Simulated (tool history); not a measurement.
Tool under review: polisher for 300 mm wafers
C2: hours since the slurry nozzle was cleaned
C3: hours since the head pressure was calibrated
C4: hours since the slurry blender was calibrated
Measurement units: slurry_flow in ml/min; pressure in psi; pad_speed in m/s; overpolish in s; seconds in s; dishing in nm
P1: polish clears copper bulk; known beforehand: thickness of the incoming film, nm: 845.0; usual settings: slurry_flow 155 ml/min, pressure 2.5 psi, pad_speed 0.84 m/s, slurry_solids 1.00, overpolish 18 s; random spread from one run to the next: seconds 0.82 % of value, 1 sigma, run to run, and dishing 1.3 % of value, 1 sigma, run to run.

{"run": 1, "hour": 6.3, "slurry_flow": 155, "pressure": 2.5, "pad_speed": 0.84, "slurry_solids": 1.0, "overpolish": 18, "wafers polished on this pad": 548, "C2": 130.4, "C3": 307.4, "C4": 126.4, "seconds": 117.48, "dishing": 70.413}
{"run": 2, "hour": 11.9, "slurry_flow": 155, "pressure": 2.5, "pad_speed": 0.84, "slurry_solids": 1.0, "overpolish": 18, "wafers polished on this pad": 589, "C2": 136.0, "C3": 313.0, "C4": 132.0, "seconds": 116.27, "dishing": 69.366}
{"run": 3, "hour": 16.7, "slurry_flow": 110, "pressure": 3.6, "pad_speed": 0.84, "slurry_solids": 1.0, "overpolish": 18, "wafers polished on this pad": 624, "C2": 140.8, "C3": 317.8, "C4": 136.8, "seconds": 86.677, "dishing": 88.995}
{"run": 4, "hour": 21.0, "slurry_flow": 155, "pressure": 3.6, "pad_speed": 0.84, "slurry_solids": 1.0, "overpolish": 18, "wafers polished on this pad": 656, "C2": 145.1, "C3": 322.1, "C4": 141.1, "seconds": 80.435, "dishing": 89.734}
{"run": 5, "hour": 25.8, "slurry_flow": 155, "pressure": 2.5, "pad_speed": 0.84, "slurry_solids": 1.0, "overpolish": 5, "wafers polished on this pad": 691, "C2": 149.9, "C3": 326.9, "C4": 145.9, "seconds": 118.67, "dishing": 26.217}
{"run": 6, "hour": 30.0, "slurry_flow": 155, "pressure": 2.5, "pad_speed": 0.84, "slurry_solids": 1.4, "overpolish": 18, "wafers polished on this pad": 722, "C2": 154.1, "C3": 331.1, "C4": 150.1, "seconds": 108.25, "dishing": 72.787}
{"run": 7, "hour": 36.6, "slurry_flow": 155, "pressure": 2.5, "pad_speed": 0.84, "slurry_solids": 1.0, "overpolish": 18, "wafers polished on this pad": 770, "C2": 160.7, "C3": 337.7, "C4": 156.7, "seconds": 116.65, "dishing": 69.582}
{"run": 8, "hour": 42.5, "slurry_flow": 155, "pressure": 2.5, "pad_speed": 0.84, "slurry_solids": 1.0, "overpolish": 29, "wafers polished on this pad": 814, "C2": 166.6, "C3": 343.6, "C4": 162.6, "seconds": 116.79, "dishing": 90.769}
{"run": 9, "hour": 46.6, "slurry_flow": 155, "pressure": 2.5, "pad_speed": 0.84, "slurry_solids": 1.0, "overpolish": 18, "wafers polished on this pad": 844, "C2": 170.7, "C3": 347.7, "C4": 166.7, "seconds": 116.33, "dishing": 71.398}
{"run": 10, "hour": 53.8, "slurry_flow": 155, "pressure": 1.5, "pad_speed": 0.84, "slurry_solids": 1.0, "overpolish": 18, "wafers polished on this pad": 897, "C2": 177.9, "C3": 354.9, "C4": 173.9, "seconds": 195.67, "dishing": 45.571}
{"run": 11, "hour": 57.4, "slurry_flow": 95, "pressure": 2.5, "pad_speed": 0.84, "slurry_solids": 1.0, "overpolish": 18, "wafers polished on this pad": 923, "C2": 181.5, "C3": 358.5, "C4": 177.5, "seconds": 129.0, "dishing": 64.559}
{"run": 12, "hour": 63.8, "slurry_flow": 155, "pressure": 2.5, "pad_speed": 0.84, "slurry_solids": 0.65, "overpolish": 18, "wafers polished on this pad": 970, "C2": 187.9, "C3": 364.9, "C4": 183.9, "seconds": 126.8, "dishing": 65.191}
{"run": 13, "hour": 68.1, "slurry_flow": 205, "pressure": 2.5, "pad_speed": 0.84, "slurry_solids": 1.0, "overpolish": 18, "wafers polished on this pad": 1001, "C2": 192.2, "C3": 369.2, "C4": 188.2, "seconds": 110.73, "dishing": 70.601}
{"run": 14, "hour": 73.6, "slurry_flow": 155, "pressure": 2.5, "pad_speed": 0.84, "slurry_solids": 1.0, "overpolish": 18, "wafers polished on this pad": 1042, "C2": 197.7, "C3": 374.7, "C4": 193.7, "seconds": 115.61, "dishing": 68.734}
{"run": 15, "hour": 79.5, "slurry_flow": 155, "pressure": 2.5, "pad_speed": 1.06, "slurry_solids": 1.0, "overpolish": 18, "wafers polished on this pad": 1085, "C2": 203.6, "C3": 380.6, "C4": 199.6, "seconds": 92.233, "dishing": 80.379}
{"run": 16, "hour": 85.6, "slurry_flow": 155, "pressure": 2.5, "pad_speed": 0.84, "slurry_solids": 1.0, "overpolish": 18, "wafers polished on this pad": 1130, "C2": 209.7, "C3": 386.7, "C4": 205.7, "seconds": 115.39, "dishing": 69.694}
{"run": 17, "hour": 91.4, "slurry_flow": 155, "pressure": 2.5, "pad_speed": 0.38, "slurry_solids": 1.0, "overpolish": 18, "wafers polished on this pad": 1172, "C2": 215.5, "C3": 392.5, "C4": 211.5, "seconds": 257.29, "dishing": 39.007}
{"run": 18, "hour": 97.5, "slurry_flow": 155, "pressure": 2.5, "pad_speed": 0.84, "slurry_solids": 1.0, "overpolish": 18, "wafers polished on this pad": 1217, "C2": 221.6, "C3": 398.6, "C4": 217.6, "seconds": 116.95, "dishing": 70.33}
{"run": 19, "hour": 103.1, "slurry_flow": 155, "pressure": 1.1, "pad_speed": 0.84, "slurry_solids": 0.65, "overpolish": 18, "wafers polished on this pad": 1258, "C2": 227.2, "C3": 404.2, "C4": 223.2, "seconds": 289.87, "dishing": 32.646}
{"run": 20, "hour": 110.7, "slurry_flow": 155, "pressure": 2.5, "pad_speed": 0.84, "slurry_solids": 1.0, "overpolish": 18, "wafers polished on this pad": 1314, "C2": 234.8, "C3": 411.8, "C4": 230.8, "seconds": 117.02, "dishing": 67.477}
{"run": 21, "hour": 117.4, "slurry_flow": 155, "pressure": 2.5, "pad_speed": 0.84, "slurry_solids": 1.0, "overpolish": 18, "wafers polished on this pad": 1363, "C2": 241.5, "C3": 418.5, "C4": 237.5, "seconds": 120.37, "dishing": 67.351}
{"run": 22, "hour": 124.0, "slurry_flow": 155, "pressure": 2.5, "pad_speed": 0.84, "slurry_solids": 1.0, "overpolish": 18, "wafers polished on this pad": 1411, "C2": 248.1, "C3": 425.1, "C4": 244.1, "seconds": 123.0, "dishing": 65.843}
{"run": 23, "hour": 130.3, "slurry_flow": 155, "pressure": 2.5, "pad_speed": 0.84, "slurry_solids": 1.0, "overpolish": 18, "wafers polished on this pad": 1458, "C2": 254.4, "C3": 431.4, "C4": 250.4, "seconds": 122.85, "dishing": 68.56}
{"hour": 135.0, "done": "slurry blender recalibrated"}
{"run": 24, "hour": 137.6, "slurry_flow": 155, "pressure": 2.5, "pad_speed": 0.84, "slurry_solids": 1.0, "overpolish": 18, "wafers polished on this pad": 1511, "C2": 261.7, "C3": 438.7, "C4": 2.7, "seconds": 123.94, "dishing": 66.358}
{"run": 25, "hour": 144.9, "slurry_flow": 155, "pressure": 2.5, "pad_speed": 0.84, "slurry_solids": 1.0, "overpolish": 18, "wafers polished on this pad": 1565, "C2": 269.0, "C3": 446.0, "C4": 10.0, "seconds": 126.32, "dishing": 65.423}
{"run": 26, "hour": 149.0, "slurry_flow": 155, "pressure": 2.5, "pad_speed": 0.84, "slurry_solids": 1.0, "overpolish": 18, "wafers polished on this pad": 1595, "C2": 273.1, "C3": 450.1, "C4": 14.1, "seconds": 125.48, "dishing": 66.616}
{"hour": 149.6, "done": "head pressure recalibrated"}
{"run": 27, "hour": 156.9, "slurry_flow": 155, "pressure": 2.5, "pad_speed": 0.84, "slurry_solids": 1.0, "overpolish": 18, "wafers polished on this pad": 1653, "C2": 281.0, "C3": 7.4, "C4": 22.0, "seconds": 125.54, "dishing": 65.855}
{"run": 28, "hour": 164.7, "slurry_flow": 155, "pressure": 2.5, "pad_speed": 0.84, "slurry_solids": 1.0, "overpolish": 18, "wafers polished on this pad": 1710, "C2": 288.8, "C3": 15.2, "C4": 29.8, "seconds": 124.5, "dishing": 65.59}
{"run": 29, "hour": 171.0, "slurry_flow": 155, "pressure": 2.5, "pad_speed": 0.84, "slurry_solids": 1.0, "overpolish": 18, "wafers polished on this pad": 1756, "C2": 295.1, "C3": 21.5, "C4": 36.1, "seconds": 126.14, "dishing": 66.652}
{"run": 30, "hour": 178.0, "slurry_flow": 155, "pressure": 2.5, "pad_speed": 0.84, "slurry_solids": 1.0, "overpolish": 18, "wafers polished on this pad": 1807, "C2": 302.1, "C3": 28.5, "C4": 43.1, "seconds": 127.49, "dishing": 65.858}

What P1 gives has crept away from where it was. These 2 causes fit the log equally well, each at the size given:
A: removal rate lost through wear of the pad, % = 8.75
B: slurry flow missing at the pad, % = 35.6
Onset of the creep was near hour 110.7.
The rest of the possible causes, and what rules out each one:
head's pressure below its setpoint, %: serviced at hour 149.6, after the drift had started, without restoring the earlier output
abrasive missing from the slurry, %: serviced at hour 135.0, after the drift had started, without restoring the earlier output

The list below offers 4 check runs, each averaging the results of 2 wafers, and shows each result as a question mark. For which of them would the listed causes give clearly different results?
{"run": "check 1", "hour": 185.0, "slurry_flow": 155, "pressure": 1.8, "pad_speed": 0.48, "slurry_solids": 1.0, "overpolish": 18, "seconds": "?", "dishing": "?"}
{"run": "check 2", "hour": 185.0, "slurry_flow": 155, "pressure": 2.5, "pad_speed": 0.38, "slurry_solids": 1.0, "overpolish": 18, "seconds": "?", "dishing": "?"}
{"run": "check 3", "hour": 185.0, "slurry_flow": 95, "pressure": 1.5, "pad_speed": 0.84, "slurry_solids": 1.0, "overpolish": 18, "seconds": "?", "dishing": "?"}
{"run": "check 4", "hour": 185.0, "slurry_flow": 155, "pressure": 2.5, "pad_speed": 0.84, "slurry_solids": 1.35, "overpolish": 18, "seconds": "?", "dishing": "?"}

How each check would come out, cause by cause:
check=check_1 result=seconds if_A=309.430 if_B=309.390
check=check_1 result=dishing if_A=32.564 if_B=32.567
check=check_2 result=seconds if_A=281.410 if_B=281.380
check=check_2 result=dishing if_A=36.174 if_B=36.177
check=check_3 result=seconds if_A=235.470 if_B=247.240
check=check_3 result=dishing if_A=39.552 if_B=38.129
check=check_4 result=seconds if_A=119.240 if_B=119.230
check=check_4 result=dishing if_A=68.189 if_B=68.195
How far apart the two closest causes lie, in the result that separates them most: check 1 0.01 %; check 2 0.01 %; check 3 4.88 %; check 4 0.01 %
The other checks would show nearly matching results whichever cause is true, so check 3 is the only one that separates the causes.

Check 3 was then run and gave: seconds 235.900 s; dishing 38.997 nm. Which cause is it?

It was cause A: removal rate lost through wear of the pad, %.

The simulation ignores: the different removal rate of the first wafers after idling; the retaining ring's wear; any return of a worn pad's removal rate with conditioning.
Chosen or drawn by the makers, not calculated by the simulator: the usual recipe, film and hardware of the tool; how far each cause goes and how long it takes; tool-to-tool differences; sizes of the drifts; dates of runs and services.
